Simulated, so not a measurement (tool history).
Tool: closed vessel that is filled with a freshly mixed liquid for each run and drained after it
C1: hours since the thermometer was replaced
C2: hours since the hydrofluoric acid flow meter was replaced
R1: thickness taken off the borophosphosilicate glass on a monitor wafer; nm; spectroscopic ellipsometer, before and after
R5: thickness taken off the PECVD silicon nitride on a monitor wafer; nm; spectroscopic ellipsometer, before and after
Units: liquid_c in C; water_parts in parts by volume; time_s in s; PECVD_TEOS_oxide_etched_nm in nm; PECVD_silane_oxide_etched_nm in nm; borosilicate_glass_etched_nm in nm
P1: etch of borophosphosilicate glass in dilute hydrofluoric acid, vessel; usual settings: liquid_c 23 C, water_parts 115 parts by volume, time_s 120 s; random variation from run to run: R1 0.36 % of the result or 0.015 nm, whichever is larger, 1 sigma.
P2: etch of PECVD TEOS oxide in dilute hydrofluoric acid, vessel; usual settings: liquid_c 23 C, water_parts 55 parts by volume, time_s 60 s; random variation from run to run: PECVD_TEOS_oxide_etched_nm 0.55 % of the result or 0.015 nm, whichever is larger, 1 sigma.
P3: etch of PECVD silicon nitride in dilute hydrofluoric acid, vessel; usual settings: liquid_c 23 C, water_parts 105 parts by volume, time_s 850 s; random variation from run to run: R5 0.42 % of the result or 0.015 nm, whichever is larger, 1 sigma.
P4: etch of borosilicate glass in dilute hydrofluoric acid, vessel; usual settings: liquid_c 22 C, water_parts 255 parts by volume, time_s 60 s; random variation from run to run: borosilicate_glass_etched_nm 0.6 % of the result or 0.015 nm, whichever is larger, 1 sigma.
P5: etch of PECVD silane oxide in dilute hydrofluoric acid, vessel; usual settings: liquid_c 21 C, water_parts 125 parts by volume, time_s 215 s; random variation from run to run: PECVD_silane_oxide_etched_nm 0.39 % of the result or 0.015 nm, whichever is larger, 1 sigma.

run 1 hour=6 | process=P1 liquid_c=23 water_parts=115 time_s=120 | C1=970 C2=119 | R1=26.22
run 2 hour=13.1 | process=P1 liquid_c=23 water_parts=185 time_s=120 | C1=977.1 C2=126.1 | R1=15.039
run 3 hour=18.9 | process=P1 liquid_c=23 water_parts=115 time_s=120 | C1=982.9 C2=131.9 | R1=26.095
run 4 hour=29.8 | process=P2 liquid_c=23 water_parts=85 time_s=60 | C1=993.8 C2=142.8 | PECVD_TEOS_oxide_etched_nm=14.895
run 5 hour=37.8 | process=P5 liquid_c=21 water_parts=125 time_s=215 | C1=1001.8 C2=150.8 | PECVD_silane_oxide_etched_nm=45.622
run 6 hour=50.3 | process=P1 liquid_c=23 water_parts=115 time_s=30 | C1=1014.3 C2=163.3 | R1=6.544
run 7 hour=62.3 | process=P4 liquid_c=22 water_parts=255 time_s=60 | C1=1026.3 C2=175.3 | borosilicate_glass_etched_nm=5.0684
run 8 hour=69.8 | process=P2 liquid_c=23 water_parts=55 time_s=60 | C1=1033.8 C2=182.8 | PECVD_TEOS_oxide_etched_nm=23.937
run 9 hour=75.7 | process=P1 liquid_c=17 water_parts=115 time_s=120 | C1=1039.7 C2=188.7 | R1=20.418
run 10 hour=87.6 | process=P4 liquid_c=27.5 water_parts=255 time_s=60 | C1=1051.6 C2=200.6 | borosilicate_glass_etched_nm=6.238
run 11 hour=95.2 | process=P3 liquid_c=23 water_parts=105 time_s=440 | C1=1059.2 C2=208.2 | R5=11.219
run 12 hour=107.2 | process=P1 liquid_c=26.5 water_parts=115 time_s=190 | C1=1071.2 C2=220.2 | R1=47.302
run 13 hour=113.1 | process=P5 liquid_c=21 water_parts=125 time_s=40 | C1=1077.1 C2=226.1 | PECVD_silane_oxide_etched_nm=8.4737
run 14 hour=120.4 | process=P1 liquid_c=23 water_parts=20 time_s=165 | C1=1084.4 C2=233.4 | R1=232.22
run 15 hour=131.7 | process=P1 liquid_c=23 water_parts=115 time_s=120 | C1=1095.7 C2=244.7 | R1=26.159
run 16 hour=141.8 | process=P1 liquid_c=23 water_parts=115 time_s=120 | C1=1105.8 C2=254.8 | R1=26.013
run 17 hour=151.4 | process=P1 liquid_c=23 water_parts=30 time_s=120 | C1=1115.4 C2=264.4 | R1=111.56
run 18 hour=163.7 | process=P3 liquid_c=17 water_parts=105 time_s=850 | C1=1127.7 C2=276.7 | R5=14.462
run 19 hour=175 | process=P5 liquid_c=21 water_parts=180 time_s=215 | C1=1139 C2=288 | PECVD_silane_oxide_etched_nm=29.565
run 20 hour=184.6 | process=P2 liquid_c=23 water_parts=55 time_s=95 | C1=1148.6 C2=297.6 | PECVD_TEOS_oxide_etched_nm=38.058
-- hour=187.4 thermometer replaced
run 21 hour=196.4 | process=P1 liquid_c=28 water_parts=115 time_s=120 | C1=9 C2=309.4 | R1=31.78
run 22 hour=205 | process=P1 liquid_c=23 water_parts=115 time_s=120 | C1=17.6 C2=318 | R1=26.142
run 23 hour=210.4 | process=P2 liquid_c=23 water_parts=55 time_s=60 | C1=23 C2=323.4 | PECVD_TEOS_oxide_etched_nm=23.894
run 24 hour=218.1 | process=P5 liquid_c=28 water_parts=125 time_s=215 | C1=30.7 C2=331.1 | PECVD_silane_oxide_etched_nm=59.299
run 25 hour=228.3 | process=P3 liquid_c=23 water_parts=155 time_s=850 | C1=40.9 C2=341.3 | R5=14.808
run 26 hour=235.1 | process=P5 liquid_c=21 water_parts=125 time_s=215 | C1=47.7 C2=348.1 | PECVD_silane_oxide_etched_nm=45.12
run 27 hour=241.9 | process=P4 liquid_c=22 water_parts=255 time_s=30 | C1=54.5 C2=354.9 | borosilicate_glass_etched_nm=2.5957
run 28 hour=249.3 | process=P3 liquid_c=23 water_parts=105 time_s=850 | C1=61.9 C2=362.3 | R5=21.579
run 29 hour=261.4 | process=P2 liquid_c=17 water_parts=55 time_s=60 | C1=74 C2=374.4 | PECVD_TEOS_oxide_etched_nm=18.455
run 30 hour=273.9 | process=P4 liquid_c=22 water_parts=150 time_s=60 | C1=86.5 C2=386.9 | borosilicate_glass_etched_nm=9.7761
run 31 hour=285.7 | process=P1 liquid_c=23 water_parts=115 time_s=170 | C1=98.3 C2=398.7 | R1=37.191
run 32 hour=294.7 | process=P1 liquid_c=23 water_parts=115 time_s=120 | C1=107.3 C2=407.7 | R1=26.18
run 33 hour=303.2 | process=P1 liquid_c=23 water_parts=115 time_s=120 | C1=115.8 C2=416.2 | R1=25.619
run 34 hour=309.5 | process=P1 liquid_c=23 water_parts=115 time_s=120 | C1=122.1 C2=422.5 | R1=25.481
run 35 hour=321.9 | process=P1 liquid_c=23 water_parts=115 time_s=120 | C1=134.5 C2=434.9 | R1=24.863
run 36 hour=333.5 | process=P1 liquid_c=23 water_parts=115 time_s=120 | C1=146.1 C2=446.5 | R1=24.729
run 37 hour=341.4 | process=P1 liquid_c=23 water_parts=115 time_s=120 | C1=154 C2=454.4 | R1=24.612
run 38 hour=350.3 | process=P1 liquid_c=23 water_parts=115 time_s=120 | C1=162.9 C2=463.3 | R1=24.555
run 39 hour=360.7 | process=P1 liquid_c=23 water_parts=115 time_s=120 | C1=173.3 C2=473.7 | R1=24.625
run 40 hour=367.2 | process=P1 liquid_c=23 water_parts=115 time_s=120 | C1=179.8 C2=480.2 | R1=24.533
run 41 hour=376 | process=P1 liquid_c=23 water_parts=115 time_s=120 | C1=188.6 C2=489 | R1=24.498
run 42 hour=381.7 | process=P1 liquid_c=23 water_parts=115 time_s=120 | C1=194.3 C2=494.7 | R1=24.612

What P1 gives has crept away from where it was. These 2 causes fit the log equally well, each at the size given:
A: hydrofluoric acid flow below the setpoint (%) = 5.76
B: liquid colder than its thermometer reads (K) = 1.7
The creep began at about hour 294.7.

4 check runs are offered, one wafer each, their results left as question marks. Which one tells the causes apart?
run check 1 hour=387.4 | process=P4 liquid_c=22 water_parts=255 time_s=60 | borosilicate_glass_etched_nm=?
run check 2 hour=387.4 | process=P2 liquid_c=23 water_parts=55 time_s=60 | PECVD_TEOS_oxide_etched_nm=?
run check 3 hour=387.4 | process=P3 liquid_c=23 water_parts=105 time_s=850 | R5=?
run check 4 hour=387.4 | process=P5 liquid_c=21 water_parts=125 time_s=215 | PECVD_silane_oxide_etched_nm=?

What each check would give under each cause:
check=check_1 result=borosilicate_glass_etched_nm if_A=4.7525 if_B=4.8081
check=check_2 result=PECVD_TEOS_oxide_etched_nm if_A=22.414 if_B=22.255
check=check_3 result=R5 if_A=20.42 if_B=19.326
check=check_4 result=PECVD_silane_oxide_etched_nm if_A=42.271 if_B=42.232
How far apart the two closest causes lie, in the result that separates them most: check 1 1.16 %; check 2 0.71 %; check 3 5.51 %; check 4 0.09 %
Only check 3 tells the causes apart: in the others they would give nearly the same result.

Then check 3 was run and gave: R5 19.52 nm. Which cause is it?

It is B: liquid colder than its thermometer reads (K).
